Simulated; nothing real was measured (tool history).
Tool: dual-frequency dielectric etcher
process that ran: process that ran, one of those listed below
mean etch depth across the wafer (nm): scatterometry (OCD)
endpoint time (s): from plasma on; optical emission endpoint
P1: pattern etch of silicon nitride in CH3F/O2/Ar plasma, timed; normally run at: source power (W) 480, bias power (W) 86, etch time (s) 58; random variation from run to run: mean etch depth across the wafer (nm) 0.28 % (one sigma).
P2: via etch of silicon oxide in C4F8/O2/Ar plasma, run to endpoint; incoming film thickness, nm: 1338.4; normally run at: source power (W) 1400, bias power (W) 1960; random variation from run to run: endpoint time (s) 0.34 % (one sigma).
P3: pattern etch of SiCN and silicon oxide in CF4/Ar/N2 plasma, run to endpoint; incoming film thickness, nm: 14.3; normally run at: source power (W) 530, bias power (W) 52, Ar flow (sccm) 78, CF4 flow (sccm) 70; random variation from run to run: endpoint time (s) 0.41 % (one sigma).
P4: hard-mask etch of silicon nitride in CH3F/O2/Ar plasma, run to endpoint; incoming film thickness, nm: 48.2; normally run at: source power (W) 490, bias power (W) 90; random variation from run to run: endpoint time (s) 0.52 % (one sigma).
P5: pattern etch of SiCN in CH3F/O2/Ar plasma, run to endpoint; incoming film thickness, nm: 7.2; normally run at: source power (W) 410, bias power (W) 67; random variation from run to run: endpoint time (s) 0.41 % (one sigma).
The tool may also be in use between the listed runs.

| run | hour | process that ran | source power (W) | bias power (W) | etch time (s) | Ar flow (sccm) | CF4 flow (sccm) | hours since the last wet clean | hours since the last source power generator calibration | hours since the last bias power generator calibration | mean etch depth across the wafer (nm) | endpoint time (s) |
|---|---|---|---|---|---|---|---|---|---|---|---|---|
| 1 | 8.1 | P1 | 480 | 86 | 58 |  |  | 103.1 | 2848.1 | 2604.5 | 47.39 |  |
| 2 | 14.5 | P4 | 290 | 90 |  |  |  | 109.5 | 2854.5 | 2610.9 |  | 71.526 |
| 3 | 19 | P1 | 480 | 86 | 58 |  |  | 114 | 2859 | 2615.4 | 47.244 |  |
| 4 | 26.7 | P1 | 480 | 86 | 34 |  |  | 121.7 | 2866.7 | 2623.1 | 27.54 |  |
| 5 | 32.4 | P3 | 530 | 52 |  | 96 | 70 | 127.4 | 2872.4 | 2628.8 |  | 15.172 |
| 6 | 40.1 | P1 | 480 | 86 | 58 |  |  | 135.1 | 2880.1 | 2636.5 | 47.165 |  |
| 7 | 44.8 | P1 | 480 | 86 | 85.5 |  |  | 139.8 | 2884.8 | 2641.2 | 69.622 |  |
| 8 | 48.7 | P3 | 530 | 52 |  | 78 | 93 | 143.7 | 2888.7 | 2645.1 |  | 14.08 |
| 9 | 53.4 | P1 | 350 | 86 | 58 |  |  | 148.4 | 2893.4 | 2649.8 | 41.762 |  |
| 10 | 58.9 | P1 | 670 | 86 | 58 |  |  | 153.9 | 2898.9 | 2655.3 | 53.429 |  |
| 11 | 66.5 | P4 | 490 | 90 |  |  |  | 161.5 | 2906.5 | 2662.9 |  | 58.615 |
| 12 | 71.1 | P2 | 1400 | 1960 |  |  |  | 166.1 | 2911.1 | 2667.5 |  | 297.1 |
| 13 | 78 | P1 | 480 | 86 | 58 |  |  | 173 | 2918 | 2674.4 | 46.982 |  |
| 14 | 85.1 | P2 | 1130 | 1960 |  |  |  | 180.1 | 2925.1 | 2681.5 |  | 324.1 |
|  | 89.8 | source power generator calibrated |
| 15 | 91.2 | P5 | 410 | 51 |  |  |  | 186.2 | 1.5 | 2687.6 |  | 20.856 |
| 16 | 97.2 | P1 | 480 | 111 | 58 |  |  | 192.2 | 7.5 | 2693.6 | 51.672 |  |
| 17 | 102.3 | P1 | 330 | 69 | 58 |  |  | 197.3 | 12.6 | 2698.7 | 37.853 |  |
| 18 | 109.7 | P4 | 490 | 72 |  |  |  | 204.7 | 20 | 2706.1 |  | 62.355 |
| 19 | 114.2 | P5 | 410 | 67 |  |  |  | 209.2 | 24.5 | 2710.6 |  | 18.892 |
| 20 | 120.7 | P1 | 480 | 86 | 58 |  |  | 215.7 | 31 | 2717.1 | 47.059 |  |
| 21 | 128.9 | P1 | 480 | 51 | 45 |  |  | 223.9 | 39.2 | 2725.3 | 30.618 |  |
| 22 | 136.1 | P1 | 480 | 86 | 58 |  |  | 231.1 | 46.4 | 2732.5 | 47.203 |  |
| 23 | 141.7 | P5 | 410 | 67 |  |  |  | 236.7 | 52 | 2738.1 |  | 18.945 |
| 24 | 147.4 | P3 | 530 | 42 |  | 78 | 70 | 242.4 | 57.7 | 2743.8 |  | 15.666 |
| 25 | 154.4 | P3 | 530 | 52 |  | 78 | 70 | 249.4 | 64.7 | 2750.8 |  | 14.752 |
| 26 | 158.6 | P5 | 500 | 67 |  |  |  | 253.6 | 68.9 | 2755 |  | 17.561 |
| 27 | 165.3 | P1 | 480 | 86 | 58 |  |  | 260.3 | 75.6 | 2761.7 | 47.228 |  |
| 28 | 170.4 | P1 | 480 | 64 | 58 |  |  | 265.4 | 80.7 | 2766.8 | 42.444 |  |
| 29 | 174.2 | P2 | 1400 | 1960 |  |  |  | 269.2 | 84.5 | 2770.6 |  | 298.2 |
| 30 | 178.8 | P2 | 1400 | 2721 |  |  |  | 273.8 | 89.1 | 2775.2 |  | 271.48 |
| 31 | 184.3 | P3 | 670 | 52 |  | 78 | 70 | 279.3 | 94.6 | 2780.7 |  | 11.951 |
| 32 | 190.6 | P1 | 480 | 86 | 58 |  |  | 285.6 | 100.9 | 2787 | 47.095 |  |
| 33 | 196 | P1 | 480 | 86 | 58 |  |  | 291 | 106.3 | 2792.4 | 46.953 |  |
| 34 | 200.6 | P1 | 480 | 86 | 58 |  |  | 295.6 | 110.9 | 2797 | 46.869 |  |
| 35 | 207.2 | P1 | 480 | 86 | 58 |  |  | 302.2 | 117.5 | 2803.6 | 46.621 |  |
| 36 | 214.5 | P1 | 480 | 86 | 58 |  |  | 309.5 | 124.8 | 2810.9 | 46.599 |  |
| 37 | 219.7 | P1 | 480 | 86 | 58 |  |  | 314.7 | 130 | 2816.1 | 46.387 |  |

Run 38 comes next. What will it give?
| 38 | 225 | P1 | 480 | 86 | 58 |  |  | 320 | 135.3 | 2821.4 | ? |  |

mean etch depth across the wafer (nm): 46.767
